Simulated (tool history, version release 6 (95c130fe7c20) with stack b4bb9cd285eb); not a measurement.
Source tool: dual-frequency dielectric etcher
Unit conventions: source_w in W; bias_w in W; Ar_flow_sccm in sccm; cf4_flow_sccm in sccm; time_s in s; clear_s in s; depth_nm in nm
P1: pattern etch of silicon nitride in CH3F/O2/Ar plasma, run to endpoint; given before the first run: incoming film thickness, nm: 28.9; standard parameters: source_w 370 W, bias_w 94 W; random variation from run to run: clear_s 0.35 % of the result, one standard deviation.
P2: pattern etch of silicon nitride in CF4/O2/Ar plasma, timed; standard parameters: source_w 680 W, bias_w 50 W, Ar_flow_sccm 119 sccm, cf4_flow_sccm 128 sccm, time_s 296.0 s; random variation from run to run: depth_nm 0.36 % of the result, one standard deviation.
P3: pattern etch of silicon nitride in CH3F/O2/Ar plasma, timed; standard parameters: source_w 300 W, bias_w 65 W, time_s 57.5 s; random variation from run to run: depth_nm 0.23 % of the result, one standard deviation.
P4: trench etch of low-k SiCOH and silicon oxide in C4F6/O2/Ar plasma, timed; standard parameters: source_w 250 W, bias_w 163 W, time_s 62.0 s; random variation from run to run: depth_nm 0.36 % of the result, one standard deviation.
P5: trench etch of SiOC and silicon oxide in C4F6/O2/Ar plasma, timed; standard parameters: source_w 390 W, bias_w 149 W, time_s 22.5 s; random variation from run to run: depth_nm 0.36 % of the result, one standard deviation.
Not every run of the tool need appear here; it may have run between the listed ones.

run,hour,process,source_w,bias_w,Ar_flow_sccm,cf4_flow_sccm,time_s,hours since the last wet clean,hours since the last source power generator calibration,hours since the last bias power generator calibration,clear_s,depth_nm
1,12.8,P1,370,94,,,,144.6,1191.8,578.2,39.530,
2,25.7,P2,680,50,119,100,296.0,157.5,1204.7,591.1,,721.350
3,38.9,P1,370,94,,,,170.7,1217.9,604.3,39.170,
4,50.2,P4,250,163,,,62.0,182.0,1229.2,615.6,,164.700
5,57.5,P3,300,65,,,81.0,189.3,1236.5,622.9,,50.392
6,65.3,P5,500,149,,,22.5,197.1,1244.3,630.7,,44.907
7,79.5,P1,370,94,,,,211.3,1258.5,644.9,39.332,
8,89.1,P2,820,50,119,128,296.0,220.9,1268.1,654.5,,874.330
9,102.6,P4,250,163,,,62.0,234.4,1281.6,668.0,,165.400
10,113.7,P5,390,149,,,22.5,245.5,1292.7,679.1,,40.882
11,122.0,P1,370,94,,,,253.8,1301.0,687.4,39.451,
12,134.3,P3,230,65,,,57.5,266.1,1313.3,699.7,,32.195
13,142.9,P1,460,94,,,,274.7,1321.9,708.3,36.057,
14,156.6,P4,250,163,,,46.5,288.4,1335.6,722.0,,123.570
15,171.6,P1,370,132,,,,303.4,1350.6,737.0,34.584,
16,183.1,P4,250,113,,,62.0,314.9,1362.1,748.5,,146.920
17,197.9,P1,370,94,,,,329.7,1376.9,763.3,39.229,
18,213.5,P1,270,123,,,,345.3,1392.5,778.9,39.912,
19,229.3,P4,150,163,,,62.0,361.1,1408.3,794.7,,135.110
20,236.6,P2,680,64,119,128,296.0,368.4,1415.6,802.0,,813.460
21,252.5,P3,300,65,,,57.5,384.3,1431.5,817.9,,35.829
22,263.3,P1,370,62,,,,395.1,1442.3,828.7,45.155,
23,270.5,P3,300,65,,,57.5,402.3,1449.5,835.9,,35.766
24,286.6,P5,390,149,,,30.5,418.4,1465.6,852.0,,55.097
25,301.0,P5,390,107,,,22.5,432.8,1480.0,866.4,,36.969
26,310.9,P2,680,50,144,128,296.0,442.7,1489.9,876.3,,720.960
27,326.0,P1,300,94,,,,457.8,1505.0,891.4,42.432,
28,339.6,P2,680,50,119,128,365.5,471.4,1518.6,905.0,,920.410
29,353.3,P3,300,38,,,57.5,485.1,1532.3,918.7,,30.152
30,367.7,P1,370,94,,,,499.5,1546.7,933.1,39.570,
31,375.1,P2,680,50,119,128,296.0,506.9,1554.1,940.5,,741.790
32,390.7,P2,680,50,119,128,296.0,522.5,1569.7,956.1,,745.610
33,406.3,P1,370,94,,,,538.1,1585.3,971.7,39.601,
34,417.1,P1,370,94,,,,548.9,1596.1,982.5,39.511,
35,431.7,P1,370,94,,,,563.5,1610.7,997.1,39.975,
36,439.2,P1,370,94,,,,571.0,1618.2,1004.6,39.976,
# hour 446.8: wet clean of the chamber
37,450.6,P1,370,94,,,,3.8,1629.6,1016.0,40.220,
38,461.7,P1,370,94,,,,14.9,1640.7,1027.1,40.046,
39,471.7,P1,370,94,,,,24.9,1650.7,1037.1,40.170,

P1 no longer gives what it gave before; its output has crept away from where it was. The following 2 causes, each at its listed size, fit the log equally well:
A: source power that arrives under what is set, % = 4.59
B: bias power that arrives under what is set, % = 4.71
Creep in the process output first set in at about hour 406.3.
Excluded causes, each with its reason:
chamber walls in a state that lowers the etch rate, %: serviced at hour 446.8, which brought nothing back

You are offered 4 check runs, listed below with question marks in place of their results; each one averages 2 wafers. Which run separates the listed causes by giving clearly different results for each?
check 1,481.7,P3,300,65,,,57.5,,,,,?
check 2,481.7,P5,390,149,,,22.5,,,,,?
check 3,481.7,P2,680,50,119,128,296.0,,,,,?
check 4,481.7,P4,250,163,,,62.0,,,,,?

If the cause were each of the candidates in turn, the checks would give the following:
check,result,if A,if B
check 1,depth_nm,35.186,35.234
check 2,depth_nm,40.067,40.224
check 3,depth_nm,712.400,729.500
check 4,depth_nm,161.910,162.370
Per check, the gap between the least separated pair of causes, taken in the result that splits them most: check 1 0.14 %; check 2 0.39 %; check 3 2.37 %; check 4 0.28 %
The other checks would show nearly matching results whichever cause is true, so check 3 is the only one that separates the causes.

Here is what check 3 returned: depth_nm 715.210 nm. Which cause is it?

Of the candidate causes, it is A: source power that arrives under what is set, %.
